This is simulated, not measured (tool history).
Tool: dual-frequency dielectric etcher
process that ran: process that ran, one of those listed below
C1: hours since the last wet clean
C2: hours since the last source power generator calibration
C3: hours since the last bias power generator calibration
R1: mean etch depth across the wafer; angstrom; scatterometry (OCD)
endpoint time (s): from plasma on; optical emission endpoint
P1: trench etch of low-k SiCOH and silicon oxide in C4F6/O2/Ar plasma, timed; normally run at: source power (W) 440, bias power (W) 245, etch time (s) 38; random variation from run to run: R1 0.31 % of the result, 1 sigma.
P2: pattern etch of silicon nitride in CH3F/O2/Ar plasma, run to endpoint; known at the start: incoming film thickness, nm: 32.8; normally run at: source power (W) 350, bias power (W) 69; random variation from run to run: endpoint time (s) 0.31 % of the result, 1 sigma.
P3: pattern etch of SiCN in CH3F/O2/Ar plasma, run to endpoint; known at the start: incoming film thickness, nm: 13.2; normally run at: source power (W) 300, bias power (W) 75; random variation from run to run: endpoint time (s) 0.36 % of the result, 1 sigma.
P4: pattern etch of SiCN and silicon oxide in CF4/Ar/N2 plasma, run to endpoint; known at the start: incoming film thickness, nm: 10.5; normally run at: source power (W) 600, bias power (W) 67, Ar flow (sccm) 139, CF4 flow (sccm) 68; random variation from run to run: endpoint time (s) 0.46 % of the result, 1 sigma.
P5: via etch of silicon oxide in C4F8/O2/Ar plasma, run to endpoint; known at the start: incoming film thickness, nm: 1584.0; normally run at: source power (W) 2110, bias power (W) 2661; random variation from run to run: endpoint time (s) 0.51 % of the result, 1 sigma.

run 1 day=0.754 | process_that_ran=P1 source_power_(W)=440 bias_power_(W)=245 etch_time_(s)=38 | C1=238.3 C2=2797.1 C3=3550.3 | R1=1356.8
run 2 day=1.204 | process_that_ran=P1 source_power_(W)=440 bias_power_(W)=245 etch_time_(s)=38 | C1=249.1 C2=2807.9 C3=3561.1 | R1=1356.6
run 3 day=1.808 | process_that_ran=P5 source_power_(W)=2110 bias_power_(W)=2661 | C1=263.6 C2=2822.4 C3=3575.6 | endpoint_time_(s)=282.35
run 4 day=2.408 | process_that_ran=P2 source_power_(W)=350 bias_power_(W)=69 | C1=278 C2=2836.8 C3=3590 | endpoint_time_(s)=51.26
run 5 day=2.85 | process_that_ran=P2 source_power_(W)=350 bias_power_(W)=91 | C1=288.6 C2=2847.4 C3=3600.6 | endpoint_time_(s)=46.572
run 6 day=3.304 | process_that_ran=P4 source_power_(W)=600 bias_power_(W)=67 Ar_flow_(sccm)=109 CF4_flow_(sccm)=68 | C1=299.5 C2=2858.3 C3=3611.5 | endpoint_time_(s)=9.6605
run 7 day=3.704 | process_that_ran=P4 source_power_(W)=600 bias_power_(W)=67 Ar_flow_(sccm)=139 CF4_flow_(sccm)=68 | C1=309.1 C2=2867.9 C3=3621.1 | endpoint_time_(s)=10.065
run 8 day=4.475 | process_that_ran=P3 source_power_(W)=300 bias_power_(W)=75 | C1=327.6 C2=2886.4 C3=3639.6 | endpoint_time_(s)=38.965
run 9 day=5.108 | process_that_ran=P1 source_power_(W)=440 bias_power_(W)=245 etch_time_(s)=38 | C1=342.8 C2=2901.6 C3=3654.8 | R1=1350
run 10 day=5.6 | process_that_ran=P2 source_power_(W)=210 bias_power_(W)=69 | C1=354.6 C2=2913.4 C3=3666.6 | endpoint_time_(s)=62.326
run 11 day=6.192 | process_that_ran=P4 source_power_(W)=600 bias_power_(W)=84 Ar_flow_(sccm)=139 CF4_flow_(sccm)=68 | C1=368.8 C2=2927.6 C3=3680.8 | endpoint_time_(s)=9.2171
run 12 day=6.842 | process_that_ran=P1 source_power_(W)=440 bias_power_(W)=188 etch_time_(s)=38 | C1=384.4 C2=2943.2 C3=3696.4 | R1=1239.5
run 13 day=7.546 | process_that_ran=P5 source_power_(W)=1460 bias_power_(W)=2661 | C1=401.3 C2=2960.1 C3=3713.3 | endpoint_time_(s)=322.3
run 14 day=8.275 | process_that_ran=P1 source_power_(W)=440 bias_power_(W)=245 etch_time_(s)=38 | C1=418.8 C2=2977.6 C3=3730.8 | R1=1350.9
run 15 day=8.683 | process_that_ran=P1 source_power_(W)=440 bias_power_(W)=328 etch_time_(s)=27 | C1=428.6 C2=2987.4 C3=3740.6 | R1=1062.1
run 16 day=9.092 | process_that_ran=P1 source_power_(W)=310 bias_power_(W)=245 etch_time_(s)=38 | C1=438.4 C2=2997.2 C3=3750.4 | R1=1185.5
run 17 day=9.888 | process_that_ran=P1 source_power_(W)=440 bias_power_(W)=245 etch_time_(s)=38 | C1=457.5 C2=3016.3 C3=3769.5 | R1=1354.1
run 18 day=10.629 | process_that_ran=P1 source_power_(W)=440 bias_power_(W)=245 etch_time_(s)=50.5 | C1=475.3 C2=3034.1 C3=3787.3 | R1=1802
run 19 day=11.175 | process_that_ran=P5 source_power_(W)=2110 bias_power_(W)=3446 | C1=488.4 C2=3047.2 C3=3800.4 | endpoint_time_(s)=261.27
run 20 day=11.558 | process_that_ran=P4 source_power_(W)=600 bias_power_(W)=67 Ar_flow_(sccm)=139 CF4_flow_(sccm)=87 | C1=497.6 C2=3056.4 C3=3809.6 | endpoint_time_(s)=9.6447
run 21 day=12.058 | process_that_ran=P1 source_power_(W)=590 bias_power_(W)=245 etch_time_(s)=38 | C1=509.6 C2=3068.4 C3=3821.6 | R1=1517.8
run 22 day=12.567 | process_that_ran=P1 source_power_(W)=440 bias_power_(W)=245 etch_time_(s)=24.5 | C1=521.8 C2=3080.6 C3=3833.8 | R1=870.91
run 23 day=13.204 | process_that_ran=P1 source_power_(W)=260 bias_power_(W)=202 etch_time_(s)=38 | C1=537.1 C2=3095.9 C3=3849.1 | R1=1036.5
run 24 day=13.879 | process_that_ran=P1 source_power_(W)=440 bias_power_(W)=245 etch_time_(s)=38 | C1=553.3 C2=3112.1 C3=3865.3 | R1=1354.5
run 25 day=14.521 | process_that_ran=P1 source_power_(W)=440 bias_power_(W)=245 etch_time_(s)=38 | C1=568.7 C2=3127.5 C3=3880.7 | R1=1355.2
run 26 day=15.079 | process_that_ran=P3 source_power_(W)=170 bias_power_(W)=75 | C1=582.1 C2=3140.9 C3=3894.1 | endpoint_time_(s)=48.145
run 27 day=15.454 | process_that_ran=P4 source_power_(W)=450 bias_power_(W)=67 Ar_flow_(sccm)=139 CF4_flow_(sccm)=68 | C1=591.1 C2=3149.9 C3=3903.1 | endpoint_time_(s)=12.973
-- day=16.062 wet clean of the chamber
run 28 day=16.125 | process_that_ran=P1 source_power_(W)=440 bias_power_(W)=316 etch_time_(s)=38 | C1=1.5 C2=3166 C3=3919.2 | R1=1469.8
run 29 day=16.621 | process_that_ran=P1 source_power_(W)=440 bias_power_(W)=194 etch_time_(s)=51 | C1=13.4 C2=3177.9 C3=3931.1 | R1=1682.8
run 30 day=17.012 | process_that_ran=P3 source_power_(W)=300 bias_power_(W)=75 | C1=22.8 C2=3187.3 C3=3940.5 | endpoint_time_(s)=38.982
run 31 day=17.467 | process_that_ran=P3 source_power_(W)=300 bias_power_(W)=54 | C1=33.7 C2=3198.2 C3=3951.4 | endpoint_time_(s)=44.005
run 32 day=17.979 | process_that_ran=P1 source_power_(W)=440 bias_power_(W)=245 etch_time_(s)=38 | C1=46 C2=3210.5 C3=3963.7 | R1=1352.4
run 33 day=18.65 | process_that_ran=P1 source_power_(W)=440 bias_power_(W)=245 etch_time_(s)=38 | C1=62.1 C2=3226.6 C3=3979.8 | R1=1342.5
run 34 day=19.008 | process_that_ran=P1 source_power_(W)=440 bias_power_(W)=245 etch_time_(s)=38 | C1=70.7 C2=3235.2 C3=3988.4 | R1=1341.4
run 35 day=19.592 | process_that_ran=P1 source_power_(W)=440 bias_power_(W)=245 etch_time_(s)=38 | C1=84.7 C2=3249.2 C3=4002.4 | R1=1334.2
-- day=19.967 wet clean of the chamber
run 36 day=20.121 | process_that_ran=P1 source_power_(W)=440 bias_power_(W)=245 etch_time_(s)=38 | C1=3.7 C2=3261.9 C3=4015.1 | R1=1332.2
run 37 day=20.771 | process_that_ran=P1 source_power_(W)=440 bias_power_(W)=245 etch_time_(s)=38 | C1=19.3 C2=3277.5 C3=4030.7 | R1=1329.3
run 38 day=21.158 | process_that_ran=P1 source_power_(W)=440 bias_power_(W)=245 etch_time_(s)=38 | C1=28.6 C2=3286.8 C3=4040 | R1=1338.5
run 39 day=21.808 | process_that_ran=P1 source_power_(W)=440 bias_power_(W)=245 etch_time_(s)=38 | C1=44.2 C2=3302.4 C3=4055.6 | R1=1334.6
run 40 day=22.371 | process_that_ran=P1 source_power_(W)=440 bias_power_(W)=245 etch_time_(s)=38 | C1=57.7 C2=3315.9 C3=4069.1 | R1=1326.3

What P1 gives has crept away from where it was. These 2 causes fit the log equally well, each at the size given:
A: bias power that arrives under what is set, % = 4.62
B: source power that arrives under what is set, % = 4.03
The creep began at about day 17.979.
Why every other cause is out:
chamber walls in a state that lowers the etch rate, %: serviced at day 19.967, which brought nothing back

4 check runs are offered, each on 3 wafers whose results are averaged, their results left as question marks. Which one tells the causes apart?
run check 1 day=22.933 | process_that_ran=P2 source_power_(W)=290 bias_power_(W)=85 | endpoint_time_(s)=?
run check 2 day=22.933 | process_that_ran=P4 source_power_(W)=600 bias_power_(W)=67 Ar_flow_(sccm)=111 CF4_flow_(sccm)=68 | endpoint_time_(s)=?
run check 3 day=22.933 | process_that_ran=P5 source_power_(W)=1550 bias_power_(W)=3133 | endpoint_time_(s)=?
run check 4 day=22.933 | process_that_ran=P3 source_power_(W)=190 bias_power_(W)=63 | endpoint_time_(s)=?

What each check would give under each cause:
check=check_1 result=endpoint_time_(s) if_A=52.135 if_B=52.043
check=check_2 result=endpoint_time_(s) if_A=9.8445 if_B=10.051
check=check_3 result=endpoint_time_(s) if_A=305.18 if_B=305.46
check=check_4 result=endpoint_time_(s) if_A=50.129 if_B=50.041
How far apart the two closest causes lie, in the result that separates them most: check 1 0.18 %; check 2 2.08 %; check 3 0.09 %; check 4 0.18 %
Check 2 tells the causes apart: in the others they would give nearly the same result.

Check 2 was then run and gave: endpoint time (s) 10.081. Which cause is it?

It is B: source power that arrives under what is set, %.
